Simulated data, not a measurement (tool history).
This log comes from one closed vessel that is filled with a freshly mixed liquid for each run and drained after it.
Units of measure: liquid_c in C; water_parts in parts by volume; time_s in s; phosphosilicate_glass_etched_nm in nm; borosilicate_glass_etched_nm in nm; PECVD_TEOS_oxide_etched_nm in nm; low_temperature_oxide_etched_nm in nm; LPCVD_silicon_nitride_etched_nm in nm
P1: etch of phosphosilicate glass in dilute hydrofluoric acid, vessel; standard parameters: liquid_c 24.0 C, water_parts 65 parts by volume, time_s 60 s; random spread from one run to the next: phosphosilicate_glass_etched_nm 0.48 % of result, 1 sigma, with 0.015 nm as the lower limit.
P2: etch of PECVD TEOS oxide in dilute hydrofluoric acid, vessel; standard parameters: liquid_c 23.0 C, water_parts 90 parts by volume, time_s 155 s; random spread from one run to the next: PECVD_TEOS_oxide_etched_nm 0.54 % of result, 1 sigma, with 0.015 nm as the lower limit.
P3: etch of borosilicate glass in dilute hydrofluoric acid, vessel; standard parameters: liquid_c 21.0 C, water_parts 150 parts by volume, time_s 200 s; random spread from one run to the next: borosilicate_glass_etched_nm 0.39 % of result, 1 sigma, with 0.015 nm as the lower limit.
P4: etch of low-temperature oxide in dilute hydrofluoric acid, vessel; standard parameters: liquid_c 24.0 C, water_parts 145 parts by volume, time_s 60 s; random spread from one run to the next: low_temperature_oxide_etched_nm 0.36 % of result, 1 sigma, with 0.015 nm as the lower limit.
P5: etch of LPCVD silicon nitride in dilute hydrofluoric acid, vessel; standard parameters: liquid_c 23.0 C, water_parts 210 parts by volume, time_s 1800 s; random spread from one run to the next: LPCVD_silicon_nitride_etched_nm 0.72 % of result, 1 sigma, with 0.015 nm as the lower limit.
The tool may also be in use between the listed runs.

| run | day | process | liquid_c | water_parts | time_s | phosphosilicate_glass_etched_nm | borosilicate_glass_etched_nm | PECVD_TEOS_oxide_etched_nm | low_temperature_oxide_etched_nm | LPCVD_silicon_nitride_etched_nm |
|---|---|---|---|---|---|---|---|---|---|---|
| 1 | 0.246 | P1 | 24.0 | 65 | 60 | 117.790 |  |  |  |  |
| 2 | 0.721 | P3 | 21.0 | 150 | 200 |  | 44.545 |  |  |  |
| 3 | 0.983 | P1 | 24.0 | 65 | 30 | 59.222 |  |  |  |  |
| 4 | 1.454 | P3 | 21.0 | 95 | 200 |  | 75.857 |  |  |  |
| 5 | 1.875 | P2 | 23.0 | 90 | 155 |  |  | 20.3240 |  |  |
| 6 | 2.433 | P4 | 24.0 | 145 | 60 |  |  |  | 7.6672 |  |
| 7 | 2.762 | P5 | 23.0 | 365 | 1800 |  |  |  |  | 2.0235 |
| 8 | 3.012 | P2 | 23.0 | 90 | 155 |  |  | 20.5800 |  |  |
| 9 | 3.412 | P2 | 23.0 | 90 | 45 |  |  | 5.9561 |  |  |
| 10 | 3.721 | P4 | 24.0 | 145 | 30 |  |  |  | 3.8290 |  |
| 11 | 4.112 | P1 | 17.0 | 65 | 60 | 88.416 |  |  |  |  |
| 12 | 4.475 | P1 | 30.5 | 65 | 60 | 151.000 |  |  |  |  |
| 13 | 5.021 | P1 | 18.0 | 85 | 60 | 68.576 |  |  |  |  |
| 14 | 5.392 | P4 | 29.5 | 145 | 60 |  |  |  | 9.3979 |  |
| 15 | 5.717 | P3 | 17.0 | 150 | 200 |  | 37.979 |  |  |  |
|  | 5.733 | hydrofluoric acid flow meter replaced |
| 16 | 6.154 | P1 | 24.0 | 65 | 60 | 117.390 |  |  |  |  |
| 17 | 6.662 | P1 | 24.0 | 65 | 60 | 118.290 |  |  |  |  |
| 18 | 7.158 | P1 | 24.0 | 95 | 60 | 77.714 |  |  |  |  |
| 19 | 7.533 | P2 | 23.0 | 20 | 155 |  |  | 100.2700 |  |  |
| 20 | 7.954 | P3 | 21.0 | 150 | 400 |  | 89.966 |  |  |  |
| 21 | 8.312 | P2 | 19.0 | 90 | 155 |  |  | 17.1520 |  |  |
| 22 | 8.829 | P5 | 23.0 | 210 | 3180 |  |  |  |  | 6.2181 |
| 23 | 9.092 | P1 | 24.0 | 65 | 60 | 118.370 |  |  |  |  |
| 24 | 9.454 | P1 | 24.0 | 65 | 60 | 117.560 |  |  |  |  |
| 25 | 9.921 | P1 | 24.0 | 65 | 60 | 118.700 |  |  |  |  |
| 26 | 10.304 | P5 | 18.0 | 210 | 1800 |  |  |  |  | 2.5551 |
| 27 | 10.754 | P1 | 24.0 | 65 | 85 | 167.650 |  |  |  |  |
| 28 | 11.296 | P4 | 24.0 | 45 | 60 |  |  |  | 27.7260 |  |
| 29 | 11.600 | P1 | 24.0 | 35 | 60 | 227.960 |  |  |  |  |
| 30 | 11.867 | P5 | 23.0 | 210 | 1800 |  |  |  |  | 3.5082 |
| 31 | 12.275 | P1 | 24.0 | 65 | 60 | 117.580 |  |  |  |  |
| 32 | 12.821 | P1 | 24.0 | 65 | 60 | 113.720 |  |  |  |  |
| 33 | 13.167 | P1 | 24.0 | 65 | 60 | 112.420 |  |  |  |  |
| 34 | 13.496 | P1 | 24.0 | 65 | 60 | 113.150 |  |  |  |  |
| 35 | 14.000 | P1 | 24.0 | 65 | 60 | 111.910 |  |  |  |  |
| 36 | 14.471 | P1 | 24.0 | 65 | 60 | 110.560 |  |  |  |  |
| 37 | 14.879 | P1 | 24.0 | 65 | 60 | 110.490 |  |  |  |  |
| 38 | 15.325 | P1 | 24.0 | 65 | 60 | 109.780 |  |  |  |  |
| 39 | 15.850 | P1 | 24.0 | 65 | 60 | 110.200 |  |  |  |  |
| 40 | 16.354 | P1 | 24.0 | 65 | 60 | 110.950 |  |  |  |  |

The output of P1 has drifted from where it used to be. Each of the 2 causes below, taken at the size shown beside it, accounts for the log equally well:
A: liquid colder than its thermometer reads (K) = 1.69
B: hydrofluoric acid flow below the setpoint (%) = 6.16
The drift started at roughly day 12.275.

The 4 check runs listed below each average the results of 2 wafers, and their outcomes are marked with question marks. Under which run would the listed causes produce clearly different results?
| check 1 | 16.858 | P4 | 24.0 | 100 | 60 |  |  |  | ? |  |
| check 2 | 16.858 | P5 | 23.0 | 210 | 2995 |  |  |  |  | ? |
| check 3 | 16.858 | P3 | 17.5 | 150 | 200 |  | ? |  |  |  |
| check 4 | 16.858 | P2 | 23.0 | 35 | 65 |  |  | ? |  |  |

Check results expected under each cause:
| check | result | if A | if B |
|---|---|---|---|
| check 1 | low_temperature_oxide_etched_nm | 10.9010 | 10.8570 |
| check 2 | LPCVD_silicon_nitride_etched_nm | 5.2378 | 5.4826 |
| check 3 | borosilicate_glass_etched_nm | 36.506 | 36.371 |
| check 4 | PECVD_TEOS_oxide_etched_nm | 22.0030 | 22.1080 |
Per check, the gap between the least separated pair of causes, taken in the result that splits them most: check 1 0.41 %; check 2 4.57 %; check 3 0.37 %; check 4 0.47 %
Check 2 distinguishes between the causes, while the remaining checks would return nearly the same result for all of them.

Running check 2 produced the following: LPCVD_silicon_nitride_etched_nm 5.5206 nm. Which one of the listed causes fits?

The cause is B: hydrofluoric acid flow below the setpoint (%).
